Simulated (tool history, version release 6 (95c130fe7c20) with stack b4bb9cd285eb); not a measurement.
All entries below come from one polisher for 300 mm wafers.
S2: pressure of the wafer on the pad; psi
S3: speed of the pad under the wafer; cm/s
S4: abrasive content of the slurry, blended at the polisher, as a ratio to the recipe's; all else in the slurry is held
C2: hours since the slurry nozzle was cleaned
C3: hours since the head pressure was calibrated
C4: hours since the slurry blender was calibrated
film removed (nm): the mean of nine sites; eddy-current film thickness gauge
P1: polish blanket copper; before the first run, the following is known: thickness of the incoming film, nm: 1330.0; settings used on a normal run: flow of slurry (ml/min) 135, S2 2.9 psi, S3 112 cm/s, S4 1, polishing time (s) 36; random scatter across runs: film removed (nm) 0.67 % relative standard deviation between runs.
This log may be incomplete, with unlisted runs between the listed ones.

Run 1, hour 3.1: flow of slurry (ml/min) 135, S2 2.9 psi, S3 112 cm/s, S4 1, polishing time (s) 36; wafers polished on this pad 197; C2 428.7; C3 81.7; C4 211.7. Result: film removed (nm) 148.72.
Run 2, hour 5.3: flow of slurry (ml/min) 135, S2 2.9 psi, S3 174 cm/s, S4 1, polishing time (s) 36; wafers polished on this pad 226; C2 430.9; C3 83.9; C4 213.9. Result: film removed (nm) 231.07.
Run 3, hour 9.3: flow of slurry (ml/min) 135, S2 1.3 psi, S3 112 cm/s, S4 1, polishing time (s) 36; wafers polished on this pad 280; C2 434.9; C3 87.9; C4 217.9. Result: film removed (nm) 67.655.
Run 4, hour 12.3: flow of slurry (ml/min) 105, S2 2.9 psi, S3 112 cm/s, S4 1, polishing time (s) 19; wafers polished on this pad 320; C2 437.9; C3 90.9; C4 220.9. Result: film removed (nm) 74.961.
Run 5, hour 16.7: flow of slurry (ml/min) 205, S2 2.9 psi, S3 112 cm/s, S4 1, polishing time (s) 36; wafers polished on this pad 379; C2 442.3; C3 95.3; C4 225.3. Result: film removed (nm) 160.
Run 6, hour 20.1: flow of slurry (ml/min) 135, S2 4.4 psi, S3 112 cm/s, S4 1, polishing time (s) 36; wafers polished on this pad 424; C2 445.7; C3 98.7; C4 228.7. Result: film removed (nm) 225.64.
Run 7, hour 24: flow of slurry (ml/min) 135, S2 2.9 psi, S3 112 cm/s, S4 0.55, polishing time (s) 36; wafers polished on this pad 476; C2 449.6; C3 102.6; C4 232.6. Result: film removed (nm) 131.85.
Run 8, hour 27.1: flow of slurry (ml/min) 135, S2 2.9 psi, S3 112 cm/s, S4 1, polishing time (s) 36; wafers polished on this pad 518; C2 452.7; C3 105.7; C4 235.7. Result: film removed (nm) 147.59.
Run 9, hour 30.6: flow of slurry (ml/min) 135, S2 2.9 psi, S3 58 cm/s, S4 1, polishing time (s) 36; wafers polished on this pad 565; C2 456.2; C3 109.2; C4 239.2. Result: film removed (nm) 77.318.
Run 10, hour 32.7: flow of slurry (ml/min) 135, S2 2.9 psi, S3 112 cm/s, S4 1, polishing time (s) 36; wafers polished on this pad 593; C2 458.3; C3 111.3; C4 241.3. Result: film removed (nm) 148.71.
Run 11, hour 37.1: flow of slurry (ml/min) 90, S2 2.9 psi, S3 112 cm/s, S4 1, polishing time (s) 36; wafers polished on this pad 652; C2 462.7; C3 115.7; C4 245.7. Result: film removed (nm) 137.16.
Run 12, hour 40: flow of slurry (ml/min) 135, S2 2.9 psi, S3 112 cm/s, S4 1, polishing time (s) 57; wafers polished on this pad 690; C2 465.6; C3 118.6; C4 248.6. Result: film removed (nm) 234.14.
Run 13, hour 42.9: flow of slurry (ml/min) 135, S2 2.9 psi, S3 112 cm/s, S4 1, polishing time (s) 24; wafers polished on this pad 729; C2 468.5; C3 121.5; C4 251.5. Result: film removed (nm) 98.905.
Run 14, hour 46.8: flow of slurry (ml/min) 135, S2 2.9 psi, S3 112 cm/s, S4 1.45, polishing time (s) 36; wafers polished on this pad 781; C2 472.4; C3 125.4; C4 255.4. Result: film removed (nm) 161.5.
Run 15, hour 49.9: flow of slurry (ml/min) 135, S2 2.9 psi, S3 112 cm/s, S4 1, polishing time (s) 36; wafers polished on this pad 823; C2 475.5; C3 128.5; C4 258.5. Result: film removed (nm) 148.94.

Predict the results of run 16:
Run 16, hour 54.6: flow of slurry (ml/min) 135, S2 2.9 psi, S3 112 cm/s, S4 1, polishing time (s) 36; wafers polished on this pad 885; C2 480.2; C3 133.2; C4 263.2. Result: film removed (nm) ?.

film removed (nm): 149.05

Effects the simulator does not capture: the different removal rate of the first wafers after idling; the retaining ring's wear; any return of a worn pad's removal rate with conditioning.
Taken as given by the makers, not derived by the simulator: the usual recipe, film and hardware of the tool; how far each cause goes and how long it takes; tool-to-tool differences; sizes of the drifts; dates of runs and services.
